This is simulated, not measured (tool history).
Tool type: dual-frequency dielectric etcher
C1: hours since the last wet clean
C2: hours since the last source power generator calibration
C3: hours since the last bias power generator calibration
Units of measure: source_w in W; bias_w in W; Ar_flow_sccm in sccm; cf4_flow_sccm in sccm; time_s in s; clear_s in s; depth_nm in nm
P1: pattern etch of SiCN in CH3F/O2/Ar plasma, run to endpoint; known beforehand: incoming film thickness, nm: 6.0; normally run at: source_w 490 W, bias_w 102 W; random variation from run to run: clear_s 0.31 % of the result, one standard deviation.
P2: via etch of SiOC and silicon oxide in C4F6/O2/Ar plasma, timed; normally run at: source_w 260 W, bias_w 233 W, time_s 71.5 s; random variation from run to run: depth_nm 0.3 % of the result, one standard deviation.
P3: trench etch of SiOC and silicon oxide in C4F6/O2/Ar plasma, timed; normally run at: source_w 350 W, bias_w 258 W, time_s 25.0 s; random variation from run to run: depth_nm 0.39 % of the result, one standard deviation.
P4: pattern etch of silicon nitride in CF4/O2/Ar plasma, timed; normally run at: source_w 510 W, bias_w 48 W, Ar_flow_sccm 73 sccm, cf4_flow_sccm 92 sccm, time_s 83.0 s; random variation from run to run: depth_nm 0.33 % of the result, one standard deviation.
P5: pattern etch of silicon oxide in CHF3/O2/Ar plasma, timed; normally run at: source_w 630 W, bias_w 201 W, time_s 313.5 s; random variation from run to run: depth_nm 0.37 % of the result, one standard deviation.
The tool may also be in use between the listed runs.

Run 1, hour 13.8: process P1, source_w 490 W, bias_w 102 W; C1 133.0; C2 1066.6; C3 477.1. Result: clear_s 12.977 s.
Run 2, hour 22.1: process P4, source_w 510 W, bias_w 48 W, Ar_flow_sccm 57 sccm, cf4_flow_sccm 92 sccm, time_s 83.0 s; C1 141.3; C2 1074.9; C3 485.4. Result: depth_nm 163.770 nm.
Run 3, hour 32.5: process P1, source_w 490 W, bias_w 102 W; C1 151.7; C2 1085.3; C3 495.8. Result: clear_s 13.036 s.
Run 4, hour 39.4: process P5, source_w 630 W, bias_w 201 W, time_s 313.5 s; C1 158.6; C2 1092.2; C3 502.7. Result: depth_nm 644.740 nm.
Run 5, hour 49.5: process P5, source_w 630 W, bias_w 201 W, time_s 313.5 s; C1 168.7; C2 1102.3; C3 512.8. Result: depth_nm 649.570 nm.
Run 6, hour 61.5: process P4, source_w 510 W, bias_w 48 W, Ar_flow_sccm 73 sccm, cf4_flow_sccm 92 sccm, time_s 112.0 s; C1 180.7; C2 1114.3; C3 524.8. Result: depth_nm 213.970 nm.
Run 7, hour 71.4: process P4, source_w 510 W, bias_w 48 W, Ar_flow_sccm 73 sccm, cf4_flow_sccm 92 sccm, time_s 83.0 s; C1 190.6; C2 1124.2; C3 534.7. Result: depth_nm 158.930 nm.
Run 8, hour 81.3: process P4, source_w 510 W, bias_w 48 W, Ar_flow_sccm 73 sccm, cf4_flow_sccm 92 sccm, time_s 83.0 s; C1 200.5; C2 1134.1; C3 544.6. Result: depth_nm 159.270 nm.
Run 9, hour 89.8: process P5, source_w 630 W, bias_w 201 W, time_s 224.0 s; C1 209.0; C2 1142.6; C3 553.1. Result: depth_nm 462.910 nm.
Run 10, hour 96.9: process P1, source_w 300 W, bias_w 102 W; C1 216.1; C2 1149.7; C3 560.2. Result: clear_s 15.576 s.
Run 11, hour 107.8: process P1, source_w 490 W, bias_w 80 W; C1 227.0; C2 1160.6; C3 571.1. Result: clear_s 14.190 s.
At hour 109.8: wet clean of the chamber.
Run 12, hour 118.1: process P2, source_w 260 W, bias_w 233 W, time_s 54.0 s; C1 8.3; C2 1170.9; C3 581.4. Result: depth_nm 57.702 nm.
Run 13, hour 124.4: process P4, source_w 370 W, bias_w 48 W, Ar_flow_sccm 73 sccm, cf4_flow_sccm 92 sccm, time_s 83.0 s; C1 14.6; C2 1177.2; C3 587.7. Result: depth_nm 120.260 nm.
Run 14, hour 131.7: process P5, source_w 780 W, bias_w 201 W, time_s 313.5 s; C1 21.9; C2 1184.5; C3 595.0. Result: depth_nm 699.550 nm.
Run 15, hour 143.4: process P3, source_w 350 W, bias_w 194 W, time_s 25.0 s; C1 33.6; C2 1196.2; C3 606.7. Result: depth_nm 48.642 nm.
Run 16, hour 153.1: process P2, source_w 320 W, bias_w 233 W, time_s 71.5 s; C1 43.3; C2 1205.9; C3 616.4. Result: depth_nm 82.934 nm.
At hour 162.1: bias power generator calibrated.
Run 17, hour 163.5: process P3, source_w 460 W, bias_w 258 W, time_s 25.0 s; C1 53.7; C2 1216.3; C3 1.4. Result: depth_nm 59.741 nm.
Run 18, hour 172.4: process P1, source_w 490 W, bias_w 138 W; C1 62.6; C2 1225.2; C3 10.3. Result: clear_s 11.564 s.
Run 19, hour 181.0: process P2, source_w 260 W, bias_w 167 W, time_s 71.5 s; C1 71.2; C2 1233.8; C3 18.9. Result: depth_nm 68.233 nm.
Run 20, hour 187.0: process P4, source_w 510 W, bias_w 64 W, Ar_flow_sccm 73 sccm, cf4_flow_sccm 92 sccm, time_s 83.0 s; C1 77.2; C2 1239.8; C3 24.9. Result: depth_nm 177.700 nm.
Run 21, hour 196.0: process P4, source_w 510 W, bias_w 48 W, Ar_flow_sccm 73 sccm, cf4_flow_sccm 121 sccm, time_s 83.0 s; C1 86.2; C2 1248.8; C3 33.9. Result: depth_nm 163.620 nm.
Run 22, hour 207.0: process P3, source_w 350 W, bias_w 258 W, time_s 25.0 s; C1 97.2; C2 1259.8; C3 44.9. Result: depth_nm 53.641 nm.
Run 23, hour 220.2: process P2, source_w 260 W, bias_w 233 W, time_s 71.5 s; C1 110.4; C2 1273.0; C3 58.1. Result: depth_nm 76.427 nm.
Run 24, hour 230.8: process P2, source_w 260 W, bias_w 233 W, time_s 71.5 s; C1 121.0; C2 1283.6; C3 68.7. Result: depth_nm 76.255 nm.
Run 25, hour 239.0: process P3, source_w 350 W, bias_w 258 W, time_s 32.0 s; C1 129.2; C2 1291.8; C3 76.9. Result: depth_nm 68.709 nm.
Run 26, hour 247.4: process P1, source_w 490 W, bias_w 102 W; C1 137.6; C2 1300.2; C3 85.3. Result: clear_s 12.945 s.
Run 27, hour 259.3: process P1, source_w 630 W, bias_w 102 W; C1 149.5; C2 1312.1; C3 97.2. Result: clear_s 11.811 s.
Run 28, hour 270.5: process P5, source_w 630 W, bias_w 149 W, time_s 313.5 s; C1 160.7; C2 1323.3; C3 108.4. Result: depth_nm 587.180 nm.
Run 29, hour 281.0: process P1, source_w 490 W, bias_w 102 W; C1 171.2; C2 1333.8; C3 118.9. Result: clear_s 12.969 s.
Run 30, hour 294.2: process P1, source_w 490 W, bias_w 102 W; C1 184.4; C2 1347.0; C3 132.1. Result: clear_s 13.004 s.
Run 31, hour 302.9: process P1, source_w 640 W, bias_w 138 W; C1 193.1; C2 1355.7; C3 140.8. Result: clear_s 10.464 s.
Run 32, hour 310.9: process P1, source_w 490 W, bias_w 102 W; C1 201.1; C2 1363.7; C3 148.8. Result: clear_s 13.003 s.
Run 33, hour 317.5: process P1, source_w 490 W, bias_w 102 W; C1 207.7; C2 1370.3; C3 155.4. Result: clear_s 12.940 s.
Run 34, hour 328.5: process P1, source_w 490 W, bias_w 102 W; C1 218.7; C2 1381.3; C3 166.4. Result: clear_s 12.853 s.
Run 35, hour 336.4: process P1, source_w 490 W, bias_w 102 W; C1 226.6; C2 1389.2; C3 174.3. Result: clear_s 12.904 s.
Run 36, hour 343.6: process P1, source_w 490 W, bias_w 102 W; C1 233.8; C2 1396.4; C3 181.5. Result: clear_s 12.817 s.
At hour 344.0: wet clean of the chamber.
Run 37, hour 352.9: process P1, source_w 490 W, bias_w 102 W; C1 8.9; C2 1405.7; C3 190.8. Result: clear_s 12.851 s.
Run 38, hour 364.3: process P1, source_w 490 W, bias_w 102 W; C1 20.3; C2 1417.1; C3 202.2. Result: clear_s 12.780 s.
Run 39, hour 371.7: process P1, source_w 490 W, bias_w 102 W; C1 27.7; C2 1424.5; C3 209.6. Result: clear_s 12.773 s.
Run 40, hour 382.8: process P1, source_w 490 W, bias_w 102 W; C1 38.8; C2 1435.6; C3 220.7. Result: clear_s 12.708 s.

What P1 gives has crept off from where it sat before. The 2 causes that follow fit the log equally well, each at the size noted:
A: bias power that arrives over what is set, % = 4.18
B: source power that arrives over what is set, % = 4.24
At approximately hour 310.9, the process output began to creep.
Other possible causes, and why each is ruled out:
chamber walls in a state that raises the etch rate, %: work on it at hour 344.0, done after the drift set in, did not restore what the process gave before

Each of the check runs listed below is run on 2 wafers and reports their average, with the results left as question marks. Pick the one under which the possible causes would lead to clearly different results.
Run check 1, hour 393.9: process P2, source_w 310 W, bias_w 172 W, time_s 71.5 s. Result: depth_nm ?.
Run check 2, hour 393.9: process P3, source_w 440 W, bias_w 258 W, time_s 25.0 s. Result: depth_nm ?.
Run check 3, hour 393.9: process P4, source_w 510 W, bias_w 48 W, Ar_flow_sccm 73 sccm, cf4_flow_sccm 92 sccm, time_s 102.5 s. Result: depth_nm ?.
Run check 4, hour 393.9: process P5, source_w 630 W, bias_w 152 W, time_s 313.5 s. Result: depth_nm ?.

Predicted outcomes, by check and by cause:
  check    result     if A     if B
check 1  depth_nm   74.813   75.015
check 2  depth_nm   59.341   59.458
check 3  depth_nm  199.220  203.560
check 4  depth_nm  597.960  599.620
Per-check spread between the two closest causes, in the result where they differ most: check 1 0.27 %; check 2 0.2 %; check 3 2.16 %; check 4 0.28 %
Only check 3 tells the causes apart: in the others they would give nearly the same result.

With check 3 done, the readings were: depth_nm 199.030 nm. Identify which of the listed causes applies.

A is the cause: bias power that arrives over what is set, %.
